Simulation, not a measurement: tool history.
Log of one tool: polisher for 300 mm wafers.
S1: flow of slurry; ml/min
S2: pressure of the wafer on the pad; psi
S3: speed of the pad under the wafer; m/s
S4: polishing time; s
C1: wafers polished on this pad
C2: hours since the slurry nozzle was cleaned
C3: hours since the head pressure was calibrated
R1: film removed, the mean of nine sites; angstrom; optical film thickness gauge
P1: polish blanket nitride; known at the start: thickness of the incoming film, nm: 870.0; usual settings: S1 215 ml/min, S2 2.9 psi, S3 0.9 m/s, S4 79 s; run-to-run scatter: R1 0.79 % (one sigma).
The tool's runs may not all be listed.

run 1 day=0.1 | S1=215 S2=2.9 S3=0.9 S4=79 | C1=583 C2=154.7 C3=96.7 | R1=1033
run 2 day=0.254 | S1=215 S2=2.2 S3=1.26 S4=79 | C1=625 C2=158.4 C3=100.4 | R1=1041.8
run 3 day=0.446 | S1=215 S2=2.9 S3=1.42 S4=79 | C1=678 C2=163 C3=105 | R1=1507.9
run 4 day=0.617 | S1=215 S2=2.9 S3=0.9 S4=123 | C1=726 C2=167.1 C3=109.1 | R1=1619.6
run 5 day=0.729 | S1=215 S2=2.9 S3=0.42 S4=79 | C1=757 C2=169.8 C3=111.8 | R1=573.19
run 6 day=0.858 | S1=215 S2=4.4 S3=0.9 S4=79 | C1=792 C2=172.9 C3=114.9 | R1=1592.6
run 7 day=1.05 | S1=215 S2=1.5 S3=0.9 S4=79 | C1=845 C2=177.5 C3=119.5 | R1=540.23
run 8 day=1.212 | S1=215 S2=2.9 S3=0.9 S4=79 | C1=890 C2=181.4 C3=123.4 | R1=1057.1
run 9 day=1.388 | S1=310 S2=2.9 S3=0.9 S4=79 | C1=939 C2=185.6 C3=127.6 | R1=1073.3
-- day=1.446 slurry nozzle cleaned
run 10 day=1.483 | S1=130 S2=2.9 S3=0.9 S4=79 | C1=965 C2=0.9 C3=129.9 | R1=970.01
run 11 day=1.679 | S1=215 S2=2.9 S3=0.9 S4=79 | C1=1019 C2=5.6 C3=134.6 | R1=1029.5
run 12 day=1.821 | S1=215 S2=2.9 S3=0.9 S4=79 | C1=1058 C2=9 C3=138 | R1=1049.4
run 13 day=1.962 | S1=215 S2=1.7 S3=1.4 S4=79 | C1=1098 C2=12.4 C3=141.4 | R1=881.81
run 14 day=2.075 | S1=215 S2=2.9 S3=0.9 S4=36 | C1=1129 C2=15.1 C3=144.1 | R1=479.87
run 15 day=2.217 | S1=215 S2=2.9 S3=0.9 S4=79 | C1=1168 C2=18.5 C3=147.5 | R1=1056.1
run 16 day=2.35 | S1=215 S2=2.9 S3=0.9 S4=79 | C1=1205 C2=21.7 C3=150.7 | R1=1025.8
run 17 day=2.479 | S1=215 S2=2.9 S3=0.9 S4=79 | C1=1240 C2=24.8 C3=153.8 | R1=1010.2
run 18 day=2.571 | S1=215 S2=2.9 S3=0.9 S4=79 | C1=1266 C2=27 C3=156 | R1=991.82
run 19 day=2.733 | S1=215 S2=2.9 S3=0.9 S4=79 | C1=1311 C2=30.9 C3=159.9 | R1=984.98
run 20 day=2.871 | S1=215 S2=2.9 S3=0.9 S4=79 | C1=1349 C2=34.2 C3=163.2 | R1=990.06
run 21 day=2.979 | S1=215 S2=2.9 S3=0.9 S4=79 | C1=1379 C2=36.8 C3=165.8 | R1=971.78
run 22 day=3.067 | S1=215 S2=2.9 S3=0.9 S4=79 | C1=1403 C2=38.9 C3=167.9 | R1=968.35
-- day=3.158 head pressure recalibrated
run 23 day=3.204 | S1=215 S2=2.9 S3=0.9 S4=79 | C1=1441 C2=42.2 C3=1.2 | R1=974.23
run 24 day=3.3 | S1=215 S2=2.9 S3=0.9 S4=79 | C1=1467 C2=44.5 C3=3.5 | R1=973.92
run 25 day=3.471 | S1=215 S2=2.9 S3=0.9 S4=79 | C1=1515 C2=48.6 C3=7.6 | R1=972.36
run 26 day=3.575 | S1=215 S2=2.9 S3=0.9 S4=79 | C1=1543 C2=51.1 C3=10.1 | R1=983.14

What P1 gives has crept away from where it was. These 2 causes fit the log equally well, each at the size given:
A: removal rate lost through wear of the pad, % = 7.17
B: slurry flow missing at the pad, % = 37.8
The creep began at about day 2.217.
Why every other cause is out:
head's pressure below its setpoint, %: serviced at day 3.158, which brought nothing back

4 check runs are offered, each on 2 wafers whose results are averaged, their results left as question marks. Which one tells the causes apart?
run check 1 day=3.679 | S1=215 S2=4.3 S3=0.9 S4=120 | R1=?
run check 2 day=3.679 | S1=215 S2=2.9 S3=0.46 S4=39 | R1=?
run check 3 day=3.679 | S1=215 S2=1.6 S3=0.9 S4=40 | R1=?
run check 4 day=3.679 | S1=130 S2=2.9 S3=0.9 S4=37 | R1=?

What each check would give under each cause:
check=check_1 result=R1 if_A=2191.5 if_B=2191.8
check=check_2 result=R1 if_A=280.78 if_B=280.82
check=check_3 result=R1 if_A=271.81 if_B=271.85
check=check_4 result=R1 if_A=420.76 if_B=403.14
How far apart the two closest causes lie, in the result that separates them most: check 1 0.01 %; check 2 0.01 %; check 3 0.01 %; check 4 4.28 %
Only check 4 tells the causes apart: in the others they would give nearly the same result.

Check 4 was then run and gave: R1 421.72 angstrom. Which cause is it?

It is A: removal rate lost through wear of the pad, %.

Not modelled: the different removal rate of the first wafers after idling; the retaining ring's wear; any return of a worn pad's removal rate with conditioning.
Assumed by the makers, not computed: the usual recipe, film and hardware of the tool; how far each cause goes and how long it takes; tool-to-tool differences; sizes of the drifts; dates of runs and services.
